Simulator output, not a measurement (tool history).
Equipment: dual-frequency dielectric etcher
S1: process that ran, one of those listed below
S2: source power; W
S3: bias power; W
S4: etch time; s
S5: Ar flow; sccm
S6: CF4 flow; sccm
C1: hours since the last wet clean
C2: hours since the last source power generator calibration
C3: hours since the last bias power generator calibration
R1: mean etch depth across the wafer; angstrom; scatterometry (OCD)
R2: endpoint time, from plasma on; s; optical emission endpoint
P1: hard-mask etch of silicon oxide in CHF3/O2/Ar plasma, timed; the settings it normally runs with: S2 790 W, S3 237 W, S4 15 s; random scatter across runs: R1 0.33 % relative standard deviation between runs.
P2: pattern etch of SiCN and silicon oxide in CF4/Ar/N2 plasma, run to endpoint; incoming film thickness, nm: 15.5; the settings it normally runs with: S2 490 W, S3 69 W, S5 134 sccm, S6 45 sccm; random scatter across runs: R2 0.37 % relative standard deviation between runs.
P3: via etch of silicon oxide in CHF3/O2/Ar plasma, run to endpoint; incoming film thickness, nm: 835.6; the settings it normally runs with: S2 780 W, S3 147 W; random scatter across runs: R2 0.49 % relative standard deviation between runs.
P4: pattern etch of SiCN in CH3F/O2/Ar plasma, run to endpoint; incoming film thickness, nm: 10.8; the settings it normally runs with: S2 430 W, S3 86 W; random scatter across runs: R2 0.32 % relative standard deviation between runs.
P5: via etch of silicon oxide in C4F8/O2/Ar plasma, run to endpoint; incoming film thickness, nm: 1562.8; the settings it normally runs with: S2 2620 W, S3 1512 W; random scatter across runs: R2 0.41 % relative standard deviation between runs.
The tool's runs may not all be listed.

Run 1, day 0.7: S1 P1, S2 790 W, S3 237 W, S4 15 s; C1 182.1; C2 1299.9; C3 2058.8. Result: R1 358.66 angstrom.
Run 2, day 1.246: S1 P4, S2 430 W, S3 86 W; C1 195.2; C2 1313; C3 2071.9. Result: R2 26.961 s.
Run 3, day 1.967: S1 P1, S2 790 W, S3 237 W, S4 15 s; C1 212.5; C2 1330.3; C3 2089.2. Result: R1 357.77 angstrom.
Run 4, day 2.375: S1 P5, S2 1890 W, S3 1512 W; C1 222.3; C2 1340.1; C3 2099. Result: R2 333.53 s.
At day 2.562: bias power generator calibrated.
Run 5, day 2.738: S1 P2, S2 490 W, S3 69 W, S5 134 sccm, S6 45 sccm; C1 231; C2 1348.8; C3 4.2. Result: R2 18.567 s.
Run 6, day 3.283: S1 P1, S2 790 W, S3 314 W, S4 15 s; C1 244.1; C2 1361.9; C3 17.3. Result: R1 396.47 angstrom.
Run 7, day 3.8: S1 P1, S2 790 W, S3 147 W, S4 15 s; C1 256.5; C2 1374.3; C3 29.7. Result: R1 306.69 angstrom.
Run 8, day 4.421: S1 P2, S2 320 W, S3 69 W, S5 134 sccm, S6 45 sccm; C1 271.4; C2 1389.2; C3 44.6. Result: R2 27.026 s.
Run 9, day 4.85: S1 P1, S2 1110 W, S3 237 W, S4 15 s; C1 281.7; C2 1399.5; C3 54.9. Result: R1 405.84 angstrom.
Run 10, day 5.262: S1 P4, S2 320 W, S3 86 W; C1 291.6; C2 1409.4; C3 64.8. Result: R2 30.1 s.
Run 11, day 5.962: S1 P3, S2 1040 W, S3 147 W; C1 308.4; C2 1426.2; C3 81.6. Result: R2 354.79 s.
Run 12, day 6.612: S1 P5, S2 2620 W, S3 1512 W; C1 324; C2 1441.8; C3 97.2. Result: R2 292.57 s.
Run 13, day 7.304: S1 P3, S2 780 W, S3 147 W; C1 340.6; C2 1458.4; C3 113.8. Result: R2 399.77 s.
Run 14, day 7.933: S1 P4, S2 430 W, S3 117 W; C1 355.7; C2 1473.5; C3 128.9. Result: R2 24.022 s.
Run 15, day 8.675: S1 P1, S2 790 W, S3 184 W, S4 20 s; C1 373.5; C2 1491.3; C3 146.7. Result: R1 437.92 angstrom.
Run 16, day 9.196: S1 P2, S2 490 W, S3 69 W, S5 134 sccm, S6 28 sccm; C1 386; C2 1503.8; C3 159.2. Result: R2 20.27 s.
Run 17, day 9.738: S1 P1, S2 1070 W, S3 173 W, S4 15 s; C1 399; C2 1516.8; C3 172.2. Result: R1 360.81 angstrom.
Run 18, day 10.062: S1 P1, S2 790 W, S3 237 W, S4 15 s; C1 406.8; C2 1524.6; C3 180. Result: R1 357.84 angstrom.
At day 10.708: wet clean of the chamber.
Run 19, day 10.779: S1 P2, S2 490 W, S3 46 W, S5 134 sccm, S6 45 sccm; C1 1.8; C2 1541.8; C3 197.2. Result: R2 21.577 s.
At day 11.25: source power generator calibrated.
Run 20, day 11.367: S1 P3, S2 780 W, S3 147 W; C1 15.9; C2 2.9; C3 211.3. Result: R2 402 s.
Run 21, day 11.733: S1 P1, S2 550 W, S3 237 W, S4 15 s; C1 24.7; C2 11.7; C3 220.1. Result: R1 311.86 angstrom.
Run 22, day 12.3: S1 P2, S2 490 W, S3 69 W, S5 104 sccm, S6 45 sccm; C1 38.3; C2 25.3; C3 233.7. Result: R2 17.862 s.
Run 23, day 12.762: S1 P3, S2 780 W, S3 116 W; C1 49.4; C2 36.4; C3 244.8. Result: R2 431.5 s.
Run 24, day 13.125: S1 P5, S2 2620 W, S3 1987 W; C1 58.1; C2 45.1; C3 253.5. Result: R2 270.29 s.
Run 25, day 13.667: S1 P1, S2 790 W, S3 237 W, S4 15 s; C1 71.1; C2 58.1; C3 266.5. Result: R1 357.33 angstrom.
Run 26, day 14.125: S1 P2, S2 490 W, S3 69 W, S5 134 sccm, S6 45 sccm; C1 82.1; C2 69.1; C3 277.5. Result: R2 18.542 s.
Run 27, day 14.517: S1 P1, S2 790 W, S3 237 W, S4 9 s; C1 91.5; C2 78.5; C3 286.9. Result: R1 216.43 angstrom.
Run 28, day 15: S1 P1, S2 790 W, S3 237 W, S4 22 s; C1 103.1; C2 90.1; C3 298.5. Result: R1 525.83 angstrom.
Run 29, day 15.596: S1 P1, S2 790 W, S3 237 W, S4 15 s; C1 117.4; C2 104.4; C3 312.8. Result: R1 356.77 angstrom.
Run 30, day 16.05: S1 P1, S2 790 W, S3 237 W, S4 15 s; C1 128.3; C2 115.3; C3 323.7. Result: R1 357.72 angstrom.
Run 31, day 16.788: S1 P1, S2 790 W, S3 237 W, S4 15 s; C1 146; C2 133; C3 341.4. Result: R1 357.18 angstrom.
Run 32, day 17.375: S1 P1, S2 790 W, S3 237 W, S4 15 s; C1 160.1; C2 147.1; C3 355.5. Result: R1 353.99 angstrom.
Run 33, day 17.975: S1 P1, S2 790 W, S3 237 W, S4 15 s; C1 174.5; C2 161.5; C3 369.9. Result: R1 354.39 angstrom.
Run 34, day 18.683: S1 P1, S2 790 W, S3 237 W, S4 15 s; C1 191.5; C2 178.5; C3 386.9. Result: R1 353.46 angstrom.
At day 18.896: wet clean of the chamber.
Run 35, day 19.438: S1 P1, S2 790 W, S3 237 W, S4 15 s; C1 13; C2 196.6; C3 405. Result: R1 351.16 angstrom.
Run 36, day 19.846: S1 P1, S2 790 W, S3 237 W, S4 15 s; C1 22.8; C2 206.4; C3 414.8. Result: R1 353.99 angstrom.
Run 37, day 20.379: S1 P1, S2 790 W, S3 237 W, S4 15 s; C1 35.6; C2 219.2; C3 427.6. Result: R1 352.59 angstrom.
Run 38, day 20.821: S1 P1, S2 790 W, S3 237 W, S4 15 s; C1 46.2; C2 229.8; C3 438.2. Result: R1 350.82 angstrom.
Run 39, day 21.412: S1 P1, S2 790 W, S3 237 W, S4 15 s; C1 60.4; C2 244; C3 452.4. Result: R1 353.54 angstrom.
Run 40, day 22.017: S1 P1, S2 790 W, S3 237 W, S4 15 s; C1 74.9; C2 258.5; C3 466.9. Result: R1 351.42 angstrom.

The log shows P1 creeping away from where it was. Any of the 2 causes listed here, at the size stated for it, fits the log just as well as the others:
A: bias power that arrives under what is set, % = 4.72
B: source power that arrives under what is set, % = 4.33
Creep in the process output first set in at about day 15.596.
Each remaining cause and why it is not a fit:
chamber walls in a state that lowers the etch rate, %: was serviced at day 18.896, once the creep was under way, yet the earlier output never came back

Consider the 4 check runs below, whose results appear as question marks and each of which averages 2 wafers. Which one distinguishes the causes, in that each cause would give it a clearly different result?
Run check 1, day 22.621: S1 P4, S2 430 W, S3 116 W. Result: R2 ?.
Run check 2, day 22.621: S1 P5, S2 1940 W, S3 1829 W. Result: R2 ?.
Run check 3, day 22.621: S1 P3, S2 780 W, S3 120 W. Result: R2 ?.
Run check 4, day 22.621: S1 P2, S2 410 W, S3 56 W, S5 134 sccm, S6 45 sccm. Result: R2 ?.

Predicted outcomes, by check and by cause:
  check  result    if A    if B
check 1      R2  24.562  24.505
check 2      R2  317.55   318.9
check 3      R2  431.49   432.8
check 4      R2  23.972  24.482
Smallest distance between any two causes, each pair judged by its most separating result, in per cent: check 1 0.23 %; check 2 0.42 %; check 3 0.3 %; check 4 2.11 %
Only check 4 tells the causes apart: in the others they would give nearly the same result.

Running check 4 produced the following: R2 23.96 s. Which one of the listed causes fits?

It was cause A: bias power that arrives under what is set, %.
